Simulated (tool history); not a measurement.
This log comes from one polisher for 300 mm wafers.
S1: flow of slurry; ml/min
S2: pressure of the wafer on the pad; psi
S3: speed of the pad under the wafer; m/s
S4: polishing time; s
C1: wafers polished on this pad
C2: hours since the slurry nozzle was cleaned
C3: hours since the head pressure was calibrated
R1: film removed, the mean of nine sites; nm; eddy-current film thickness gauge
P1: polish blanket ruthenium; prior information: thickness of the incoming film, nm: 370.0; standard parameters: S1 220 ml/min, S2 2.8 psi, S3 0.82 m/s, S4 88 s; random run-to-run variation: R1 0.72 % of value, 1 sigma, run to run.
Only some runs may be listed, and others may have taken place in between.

Run 1, hour 4.1: S1 220 ml/min, S2 2.8 psi, S3 0.82 m/s, S4 88 s; C1 136; C2 355; C3 687.6. Result: R1 128.24 nm.
Run 2, hour 9.7: S1 220 ml/min, S2 2.8 psi, S3 1.12 m/s, S4 111 s; C1 212; C2 360.6; C3 693.2. Result: R1 218.11 nm.
Run 3, hour 15.6: S1 220 ml/min, S2 2.8 psi, S3 0.82 m/s, S4 88 s; C1 292; C2 366.5; C3 699.1. Result: R1 127.07 nm.
Run 4, hour 22.9: S1 220 ml/min, S2 2.8 psi, S3 0.82 m/s, S4 88 s; C1 390; C2 373.8; C3 706.4. Result: R1 127.24 nm.
Run 5, hour 29.9: S1 220 ml/min, S2 2.8 psi, S3 0.82 m/s, S4 88 s; C1 485; C2 380.8; C3 713.4. Result: R1 127.05 nm.
Run 6, hour 36.8: S1 220 ml/min, S2 2.8 psi, S3 0.36 m/s, S4 88 s; C1 578; C2 387.7; C3 720.3. Result: R1 55.835 nm.
Run 7, hour 40.6: S1 220 ml/min, S2 2.8 psi, S3 1.06 m/s, S4 88 s; C1 629; C2 391.5; C3 724.1. Result: R1 162.51 nm.
Run 8, hour 47.7: S1 220 ml/min, S2 2.8 psi, S3 0.82 m/s, S4 40 s; C1 725; C2 398.6; C3 731.2. Result: R1 57.959 nm.
Run 9, hour 51.1: S1 220 ml/min, S2 2.8 psi, S3 0.82 m/s, S4 88 s; C1 771; C2 402; C3 734.6. Result: R1 126.33 nm.
Run 10, hour 54.6: S1 130 ml/min, S2 4.2 psi, S3 0.82 m/s, S4 88 s; C1 818; C2 405.5; C3 738.1. Result: R1 174.98 nm.
Run 11, hour 59.1: S1 330 ml/min, S2 2.8 psi, S3 0.82 m/s, S4 88 s; C1 879; C2 410; C3 742.6. Result: R1 133.33 nm.
Run 12, hour 62.5: S1 130 ml/min, S2 2.8 psi, S3 0.82 m/s, S4 88 s; C1 925; C2 413.4; C3 746. Result: R1 118.04 nm.
Run 13, hour 69.9: S1 220 ml/min, S2 2.8 psi, S3 0.82 m/s, S4 88 s; C1 1025; C2 420.8; C3 753.4. Result: R1 125.82 nm.
Run 14, hour 76.4: S1 220 ml/min, S2 3.6 psi, S3 0.82 m/s, S4 88 s; C1 1113; C2 427.3; C3 759.9. Result: R1 162.44 nm.
Run 15, hour 80.5: S1 285 ml/min, S2 1.5 psi, S3 0.82 m/s, S4 88 s; C1 1168; C2 431.4; C3 764. Result: R1 69.183 nm.
Run 16, hour 85: S1 220 ml/min, S2 2.8 psi, S3 0.82 m/s, S4 129 s; C1 1229; C2 435.9; C3 768.5. Result: R1 185.69 nm.
Run 17, hour 88.5: S1 220 ml/min, S2 1.3 psi, S3 0.82 m/s, S4 88 s; C1 1276; C2 439.4; C3 772. Result: R1 58.22 nm.
Run 18, hour 93.1: S1 220 ml/min, S2 2.8 psi, S3 0.82 m/s, S4 88 s; C1 1338; C2 444; C3 776.6. Result: R1 126.29 nm.
Run 19, hour 97: S1 220 ml/min, S2 2.8 psi, S3 0.82 m/s, S4 88 s; C1 1391; C2 447.9; C3 780.5. Result: R1 124.2 nm.
Run 20, hour 103.6: S1 220 ml/min, S2 2.8 psi, S3 0.82 m/s, S4 88 s; C1 1480; C2 454.5; C3 787.1. Result: R1 122.14 nm.
Run 21, hour 108.2: S1 220 ml/min, S2 2.8 psi, S3 0.82 m/s, S4 88 s; C1 1542; C2 459.1; C3 791.7. Result: R1 120.85 nm.
Run 22, hour 112.8: S1 220 ml/min, S2 2.8 psi, S3 0.82 m/s, S4 88 s; C1 1604; C2 463.7; C3 796.3. Result: R1 120.94 nm.
At hour 114.1: worn pad replaced by a new one.
Run 23, hour 119: S1 220 ml/min, S2 2.8 psi, S3 0.82 m/s, S4 88 s; C1 66; C2 469.9; C3 802.5. Result: R1 118.83 nm.
Run 24, hour 123.5: S1 220 ml/min, S2 2.8 psi, S3 0.82 m/s, S4 88 s; C1 127; C2 474.4; C3 807. Result: R1 117.84 nm.
Run 25, hour 130.3: S1 220 ml/min, S2 2.8 psi, S3 0.82 m/s, S4 88 s; C1 218; C2 481.2; C3 813.8. Result: R1 118.91 nm.
Run 26, hour 135.6: S1 220 ml/min, S2 2.8 psi, S3 0.82 m/s, S4 88 s; C1 290; C2 486.5; C3 819.1. Result: R1 118.16 nm.

P1 no longer gives what it gave before; its output has crept away from where it was. The following 2 causes, each at its listed size, fit the log equally well:
A: head's pressure below its setpoint, % = 5.98
B: slurry flow missing at the pad, % = 33.9
The creep began at about hour 93.1.
All other causes, with the reason each is excluded:
removal rate lost through wear of the pad, %: serviced after onset, at hour 114.1, with no recovery of the prior output

Below are 4 check runs, each averaged over 2 wafers, with their results shown as question marks. Which of them would give clearly different results depending on which cause is behind the drift?
Run check 1, hour 140.9: S1 220 ml/min, S2 2.8 psi, S3 1.04 m/s, S4 58 s. Result: R1 ?.
Run check 2, hour 140.9: S1 220 ml/min, S2 1.5 psi, S3 0.38 m/s, S4 88 s. Result: R1 ?.
Run check 3, hour 140.9: S1 130 ml/min, S2 2.8 psi, S3 0.82 m/s, S4 128 s. Result: R1 ?.
Run check 4, hour 140.9: S1 220 ml/min, S2 2.8 psi, S3 0.98 m/s, S4 115 s. Result: R1 ?.

Expected result of each check under each candidate cause:
  check  result    if A    if B
check 1      R1  99.431  99.435
check 2      R1   29.53  29.531
check 3      R1  159.27  153.35
check 4      R1  185.77  185.78
Separation of the two closest causes in each check, using whichever result separates them best: check 1 0 %; check 2 0 %; check 3 3.79 %; check 4 0 %
Only check 3 tells the causes apart: in the others they would give nearly the same result.

The results of check 3 are: R1 160.99 nm. Based on these, which of the listed causes is it?

Of the candidate causes, it is A: head's pressure below its setpoint, %.
